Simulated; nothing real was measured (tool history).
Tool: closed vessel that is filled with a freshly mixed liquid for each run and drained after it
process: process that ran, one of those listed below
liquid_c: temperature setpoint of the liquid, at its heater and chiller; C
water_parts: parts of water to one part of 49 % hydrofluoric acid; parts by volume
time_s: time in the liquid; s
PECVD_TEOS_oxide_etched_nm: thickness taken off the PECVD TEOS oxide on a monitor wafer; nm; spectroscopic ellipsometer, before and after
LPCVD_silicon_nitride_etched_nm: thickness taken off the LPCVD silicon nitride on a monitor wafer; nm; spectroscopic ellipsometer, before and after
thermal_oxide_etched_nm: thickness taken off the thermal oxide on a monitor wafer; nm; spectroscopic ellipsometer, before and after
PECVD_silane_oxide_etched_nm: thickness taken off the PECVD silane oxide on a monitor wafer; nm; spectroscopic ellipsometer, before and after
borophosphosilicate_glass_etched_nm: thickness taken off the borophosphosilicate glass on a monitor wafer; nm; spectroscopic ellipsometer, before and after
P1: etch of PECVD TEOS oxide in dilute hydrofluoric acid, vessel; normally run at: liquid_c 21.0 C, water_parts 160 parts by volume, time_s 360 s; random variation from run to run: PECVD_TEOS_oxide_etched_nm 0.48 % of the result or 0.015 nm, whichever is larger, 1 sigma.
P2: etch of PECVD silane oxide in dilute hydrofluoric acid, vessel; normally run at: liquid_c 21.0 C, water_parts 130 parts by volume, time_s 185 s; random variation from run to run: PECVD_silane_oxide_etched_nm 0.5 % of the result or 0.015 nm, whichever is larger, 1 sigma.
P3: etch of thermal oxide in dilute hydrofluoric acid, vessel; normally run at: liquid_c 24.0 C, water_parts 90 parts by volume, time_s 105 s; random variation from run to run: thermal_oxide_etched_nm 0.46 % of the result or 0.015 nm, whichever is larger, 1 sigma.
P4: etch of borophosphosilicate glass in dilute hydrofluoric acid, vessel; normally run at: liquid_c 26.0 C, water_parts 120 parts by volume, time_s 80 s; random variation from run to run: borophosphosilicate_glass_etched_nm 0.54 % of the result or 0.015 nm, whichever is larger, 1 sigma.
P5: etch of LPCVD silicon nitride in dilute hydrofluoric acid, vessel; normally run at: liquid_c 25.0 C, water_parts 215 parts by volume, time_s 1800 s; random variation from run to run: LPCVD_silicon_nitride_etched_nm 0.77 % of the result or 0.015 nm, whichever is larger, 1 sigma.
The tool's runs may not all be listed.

| run | hour | process | liquid_c | water_parts | time_s | hours since the thermometer was replaced | hours since the hydrofluoric acid flow meter was replaced | PECVD_TEOS_oxide_etched_nm | LPCVD_silicon_nitride_etched_nm | thermal_oxide_etched_nm | PECVD_silane_oxide_etched_nm | borophosphosilicate_glass_etched_nm |
|---|---|---|---|---|---|---|---|---|---|---|---|---|
| 1 | 9.3 | P1 | 21.0 | 160 | 360 | 2210.6 | 1145.8 | 22.0130 |  |  |  |  |
| 2 | 19.7 | P5 | 25.0 | 215 | 1800 | 2221.0 | 1156.2 |  | 3.4678 |  |  |  |
| 3 | 30.1 | P1 | 21.0 | 255 | 30 | 2231.4 | 1166.6 | 1.0249 |  |  |  |  |
| 4 | 39.7 | P3 | 24.0 | 90 | 105 | 2241.0 | 1176.2 |  |  | 5.8697 |  |  |
| 5 | 46.4 | P1 | 21.0 | 160 | 360 | 2247.7 | 1182.9 | 22.1150 |  |  |  |  |
| 6 | 57.1 | P1 | 17.0 | 160 | 565 | 2258.4 | 1193.6 | 29.5980 |  |  |  |  |
| 7 | 67.1 | P3 | 24.0 | 90 | 105 | 2268.4 | 1203.6 |  |  | 5.8060 |  |  |
|  | 73.1 | thermometer replaced |
| 8 | 78.9 | P2 | 21.0 | 130 | 185 | 5.9 | 1215.4 |  |  |  | 30.285 |  |
| 9 | 84.5 | P4 | 31.0 | 120 | 80 | 11.5 | 1221.0 |  |  |  |  | 23.7690 |
| 10 | 93.0 | P1 | 21.0 | 160 | 190 | 20.0 | 1229.5 | 11.6320 |  |  |  |  |
| 11 | 102.2 | P3 | 24.0 | 90 | 160 | 29.2 | 1238.7 |  |  | 8.9994 |  |  |
| 12 | 110.0 | P1 | 26.5 | 160 | 360 | 37.0 | 1246.5 | 27.4610 |  |  |  |  |
| 13 | 120.6 | P1 | 17.0 | 160 | 360 | 47.6 | 1257.1 | 18.8360 |  |  |  |  |
| 14 | 126.8 | P5 | 25.0 | 215 | 1800 | 53.8 | 1263.3 |  | 3.5325 |  |  |  |
| 15 | 132.4 | P1 | 21.0 | 90 | 360 | 59.4 | 1268.9 | 42.4750 |  |  |  |  |
| 16 | 144.5 | P1 | 21.0 | 160 | 360 | 71.5 | 1281.0 | 22.1260 |  |  |  |  |
| 17 | 151.6 | P1 | 21.0 | 160 | 360 | 78.6 | 1288.1 | 22.2570 |  |  |  |  |
| 18 | 161.2 | P2 | 21.0 | 215 | 185 | 88.2 | 1297.7 |  |  |  | 16.847 |  |
| 19 | 166.8 | P4 | 26.0 | 120 | 80 | 93.8 | 1303.3 |  |  |  |  | 19.7190 |
| 20 | 177.6 | P1 | 21.0 | 160 | 360 | 104.6 | 1314.1 | 22.2170 |  |  |  |  |
| 21 | 187.4 | P3 | 24.0 | 165 | 105 | 114.4 | 1323.9 |  |  | 2.9171 |  |  |
| 22 | 193.1 | P1 | 21.0 | 245 | 360 | 120.1 | 1329.6 | 13.3700 |  |  |  |  |
| 23 | 199.9 | P5 | 21.0 | 215 | 1800 | 126.9 | 1336.4 |  | 2.7190 |  |  |  |
| 24 | 208.3 | P5 | 25.0 | 365 | 1800 | 135.3 | 1344.8 |  | 2.0400 |  |  |  |
| 25 | 213.9 | P4 | 26.0 | 120 | 30 | 140.9 | 1350.4 |  |  |  |  | 7.3899 |
| 26 | 222.0 | P4 | 26.0 | 65 | 80 | 149.0 | 1358.5 |  |  |  |  | 39.0910 |
| 27 | 228.9 | P5 | 25.0 | 215 | 2725 | 155.9 | 1365.4 |  | 5.2825 |  |  |  |
| 28 | 240.0 | P2 | 17.0 | 130 | 185 | 167.0 | 1376.5 |  |  |  | 25.654 |  |
| 29 | 249.5 | P1 | 21.0 | 160 | 360 | 176.5 | 1386.0 | 22.1500 |  |  |  |  |
| 30 | 255.5 | P2 | 21.0 | 130 | 185 | 182.5 | 1392.0 |  |  |  | 30.074 |  |
| 31 | 261.3 | P1 | 21.0 | 160 | 535 | 188.3 | 1397.8 | 32.8620 |  |  |  |  |
| 32 | 271.3 | P3 | 28.5 | 90 | 105 | 198.3 | 1407.8 |  |  | 6.9402 |  |  |
| 33 | 283.6 | P4 | 26.0 | 120 | 80 | 210.6 | 1420.1 |  |  |  |  | 19.6400 |
| 34 | 290.2 | P2 | 21.0 | 130 | 325 | 217.2 | 1426.7 |  |  |  | 52.672 |  |
| 35 | 295.7 | P1 | 21.0 | 160 | 360 | 222.7 | 1432.2 | 22.0660 |  |  |  |  |

The next listed run, before its measurement:
| 36 | 302.2 | P1 | 21.0 | 160 | 360 | 229.2 | 1438.7 | ? |  |  |  |  |

{"run 36": {"PECVD_TEOS_oxide_etched_nm": 22.5}}

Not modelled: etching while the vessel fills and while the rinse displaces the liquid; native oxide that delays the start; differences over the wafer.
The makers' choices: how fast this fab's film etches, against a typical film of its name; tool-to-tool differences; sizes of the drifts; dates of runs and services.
